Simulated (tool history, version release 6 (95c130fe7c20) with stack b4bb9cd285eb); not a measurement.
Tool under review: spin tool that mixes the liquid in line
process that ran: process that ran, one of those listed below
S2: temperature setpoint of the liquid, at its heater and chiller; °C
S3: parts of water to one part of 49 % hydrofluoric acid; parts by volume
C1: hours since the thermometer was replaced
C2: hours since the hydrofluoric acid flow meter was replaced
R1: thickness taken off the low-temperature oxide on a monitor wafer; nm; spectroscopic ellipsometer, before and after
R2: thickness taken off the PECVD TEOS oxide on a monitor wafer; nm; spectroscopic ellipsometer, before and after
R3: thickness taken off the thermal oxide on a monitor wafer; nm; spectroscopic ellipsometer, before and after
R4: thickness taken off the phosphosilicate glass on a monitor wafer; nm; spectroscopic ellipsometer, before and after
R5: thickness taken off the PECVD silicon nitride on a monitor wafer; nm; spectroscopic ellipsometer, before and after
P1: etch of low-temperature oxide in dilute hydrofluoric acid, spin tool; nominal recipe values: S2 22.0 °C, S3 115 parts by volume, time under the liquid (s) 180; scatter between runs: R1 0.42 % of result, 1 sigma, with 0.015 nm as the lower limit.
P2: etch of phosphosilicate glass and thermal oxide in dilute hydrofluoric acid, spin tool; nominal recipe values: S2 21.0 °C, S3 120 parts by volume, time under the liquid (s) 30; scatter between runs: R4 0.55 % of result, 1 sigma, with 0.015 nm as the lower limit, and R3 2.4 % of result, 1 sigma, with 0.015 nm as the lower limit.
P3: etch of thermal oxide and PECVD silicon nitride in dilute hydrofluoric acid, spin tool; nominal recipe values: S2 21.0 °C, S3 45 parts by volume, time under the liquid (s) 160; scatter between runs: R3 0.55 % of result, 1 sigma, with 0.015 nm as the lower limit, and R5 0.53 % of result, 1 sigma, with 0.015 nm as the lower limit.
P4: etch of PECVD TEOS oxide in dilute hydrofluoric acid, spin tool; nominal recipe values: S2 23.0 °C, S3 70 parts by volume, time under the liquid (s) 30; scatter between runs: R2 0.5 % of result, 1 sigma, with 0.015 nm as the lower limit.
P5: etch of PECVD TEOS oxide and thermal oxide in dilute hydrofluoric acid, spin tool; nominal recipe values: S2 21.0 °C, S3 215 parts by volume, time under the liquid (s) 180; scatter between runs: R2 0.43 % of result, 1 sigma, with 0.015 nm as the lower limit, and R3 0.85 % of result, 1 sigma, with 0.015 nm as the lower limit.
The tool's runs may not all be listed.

Run 1, day 0.317: process that ran P1, S2 22.0 °C, S3 115 parts by volume, time under the liquid (s) 180; C1 265.8; C2 1172.0. Result: R1 26.3280 nm.
Run 2, day 0.546: process that ran P5, S2 17.0 °C, S3 215 parts by volume, time under the liquid (s) 180; C1 271.3; C2 1177.5. Result: R2 4.8862 nm, R3 2.79320 nm.
Run 3, day 0.712: process that ran P1, S2 28.5 °C, S3 115 parts by volume, time under the liquid (s) 180; C1 275.3; C2 1181.5. Result: R1 33.6810 nm.
Run 4, day 0.975: process that ran P1, S2 22.0 °C, S3 115 parts by volume, time under the liquid (s) 180; C1 281.6; C2 1187.8. Result: R1 26.1280 nm.
Run 5, day 1.204: process that ran P4, S2 23.0 °C, S3 100 parts by volume, time under the liquid (s) 30; C1 287.1; C2 1193.3. Result: R2 7.6469 nm.
Run 6, day 1.500: process that ran P2, S2 21.0 °C, S3 210 parts by volume, time under the liquid (s) 30; C1 294.2; C2 1200.4. Result: R3 0.58383 nm, R4 21.540 nm.
Run 7, day 1.688: process that ran P1, S2 22.0 °C, S3 40 parts by volume, time under the liquid (s) 90; C1 298.7; C2 1204.9. Result: R1 41.1980 nm.
Run 8, day 1.967: process that ran P4, S2 23.0 °C, S3 70 parts by volume, time under the liquid (s) 30; C1 305.4; C2 1211.6. Result: R2 11.3950 nm.
Run 9, day 2.233: process that ran P3, S2 21.0 °C, S3 60 parts by volume, time under the liquid (s) 160; C1 311.8; C2 1218.0. Result: R3 11.92400 nm, R5 3.5481 nm.
Run 10, day 2.438: process that ran P2, S2 21.0 °C, S3 120 parts by volume, time under the liquid (s) 30; C1 316.7; C2 1222.9. Result: R3 1.07450 nm, R4 40.766 nm.
Run 11, day 2.662: process that ran P1, S2 22.0 °C, S3 195 parts by volume, time under the liquid (s) 320; C1 322.1; C2 1228.3. Result: R1 25.2080 nm.
Run 12, day 2.862: process that ran P1, S2 22.0 °C, S3 115 parts by volume, time under the liquid (s) 180; C1 326.9; C2 1233.1. Result: R1 26.1830 nm.
Run 13, day 3.146: process that ran P5, S2 21.0 °C, S3 215 parts by volume, time under the liquid (s) 315; C1 333.7; C2 1239.9. Result: R2 9.9632 nm, R3 5.68960 nm.
Run 14, day 3.471: process that ran P1, S2 22.0 °C, S3 115 parts by volume, time under the liquid (s) 180; C1 341.5; C2 1247.7. Result: R1 26.3160 nm.
Run 15, day 3.671: process that ran P4, S2 23.0 °C, S3 70 parts by volume, time under the liquid (s) 50; C1 346.3; C2 1252.5. Result: R2 19.0220 nm.
Run 16, day 3.967: process that ran P1, S2 22.0 °C, S3 115 parts by volume, time under the liquid (s) 180; C1 353.4; C2 1259.6. Result: R1 26.2760 nm.
Run 17, day 4.146: process that ran P2, S2 17.0 °C, S3 120 parts by volume, time under the liquid (s) 30; C1 357.7; C2 1263.9. Result: R3 0.88580 nm, R4 34.766 nm.
Run 18, day 4.467: process that ran P1, S2 22.0 °C, S3 115 parts by volume, time under the liquid (s) 180; C1 365.4; C2 1271.6. Result: R1 26.3240 nm.
Run 19, day 4.696: process that ran P3, S2 21.0 °C, S3 45 parts by volume, time under the liquid (s) 160; C1 370.9; C2 1277.1. Result: R3 16.16700 nm, R5 4.7618 nm.
Run 20, day 4.929: process that ran P5, S2 21.0 °C, S3 215 parts by volume, time under the liquid (s) 180; C1 376.5; C2 1282.7. Result: R2 5.6745 nm, R3 3.25580 nm.
Run 21, day 5.238: process that ran P3, S2 21.0 °C, S3 45 parts by volume, time under the liquid (s) 50; C1 383.9; C2 1290.1. Result: R3 5.05700 nm, R5 1.4668 nm.
Run 22, day 5.400: process that ran P5, S2 21.0 °C, S3 370 parts by volume, time under the liquid (s) 180; C1 387.8; C2 1294.0. Result: R2 2.8523 nm, R3 1.63760 nm.
Run 23, day 5.575: process that ran P1, S2 22.0 °C, S3 70 parts by volume, time under the liquid (s) 180; C1 392.0; C2 1298.2. Result: R1 45.5170 nm.
Run 24, day 5.871: process that ran P1, S2 22.0 °C, S3 115 parts by volume, time under the liquid (s) 180; C1 399.1; C2 1305.3. Result: R1 26.2430 nm.
Run 25, day 6.104: process that ran P1, S2 17.0 °C, S3 115 parts by volume, time under the liquid (s) 180; C1 404.7; C2 1310.9. Result: R1 21.4460 nm.
Run 26, day 6.429: process that ran P3, S2 17.0 °C, S3 45 parts by volume, time under the liquid (s) 160; C1 412.5; C2 1318.7. Result: R3 13.69000 nm, R5 3.5899 nm.
Run 27, day 6.771: process that ran P4, S2 17.0 °C, S3 70 parts by volume, time under the liquid (s) 30; C1 420.7; C2 1326.9. Result: R2 8.8318 nm.
Run 28, day 7.054: process that ran P1, S2 22.0 °C, S3 115 parts by volume, time under the liquid (s) 300; C1 427.5; C2 1333.7. Result: R1 43.7170 nm.
Run 29, day 7.212: process that ran P1, S2 22.0 °C, S3 160 parts by volume, time under the liquid (s) 180; C1 431.3; C2 1337.5. Result: R1 17.9110 nm.
Run 30, day 7.438: process that ran P2, S2 21.0 °C, S3 120 parts by volume, time under the liquid (s) 15; C1 436.7; C2 1342.9. Result: R3 0.51666 nm, R4 20.504 nm.
Run 31, day 7.667: process that ran P4, S2 23.0 °C, S3 70 parts by volume, time under the liquid (s) 30; C1 442.2; C2 1348.4. Result: R2 11.3580 nm.
Run 32, day 7.838: process that ran P1, S2 22.0 °C, S3 20 parts by volume, time under the liquid (s) 340; C1 446.3; C2 1352.5. Result: R1 321.3200 nm.
Run 33, day 8.050: process that ran P1, S2 22.0 °C, S3 115 parts by volume, time under the liquid (s) 30; C1 451.4; C2 1357.6. Result: R1 4.3951 nm.
Run 34, day 8.388: process that ran P2, S2 21.0 °C, S3 120 parts by volume, time under the liquid (s) 30; C1 459.5; C2 1365.7. Result: R3 1.00070 nm, R4 40.665 nm.
Run 35, day 8.700: process that ran P1, S2 22.0 °C, S3 115 parts by volume, time under the liquid (s) 180; C1 467.0; C2 1373.2. Result: R1 26.3330 nm.
Run 36, day 9.042: process that ran P1, S2 22.0 °C, S3 115 parts by volume, time under the liquid (s) 180; C1 475.2; C2 1381.4. Result: R1 27.1910 nm.
Run 37, day 9.242: process that ran P1, S2 22.0 °C, S3 115 parts by volume, time under the liquid (s) 180; C1 480.0; C2 1386.2. Result: R1 27.7280 nm.
Run 38, day 9.421: process that ran P1, S2 22.0 °C, S3 115 parts by volume, time under the liquid (s) 180; C1 484.3; C2 1390.5. Result: R1 28.0930 nm.
Run 39, day 9.729: process that ran P1, S2 22.0 °C, S3 115 parts by volume, time under the liquid (s) 180; C1 491.7; C2 1397.9. Result: R1 28.2090 nm.
Run 40, day 9.912: process that ran P1, S2 22.0 °C, S3 115 parts by volume, time under the liquid (s) 180; C1 496.1; C2 1402.3. Result: R1 28.1770 nm.
Run 41, day 10.229: process that ran P1, S2 22.0 °C, S3 115 parts by volume, time under the liquid (s) 180; C1 503.7; C2 1409.9. Result: R1 28.2970 nm.
Run 42, day 10.504: process that ran P1, S2 22.0 °C, S3 115 parts by volume, time under the liquid (s) 180; C1 510.3; C2 1416.5. Result: R1 28.5770 nm.
Run 43, day 10.796: process that ran P1, S2 22.0 °C, S3 115 parts by volume, time under the liquid (s) 180; C1 517.3; C2 1423.5. Result: R1 28.5180 nm.
Run 44, day 11.054: process that ran P1, S2 22.0 °C, S3 115 parts by volume, time under the liquid (s) 180; C1 523.5; C2 1429.7. Result: R1 28.4790 nm.

The next listed run, before its measurement:
Run 45, day 11.300: process that ran P1, S2 22.0 °C, S3 115 parts by volume, time under the liquid (s) 180; C1 529.4; C2 1435.6. Result: R1 ?.

R1: 28.5900 nm
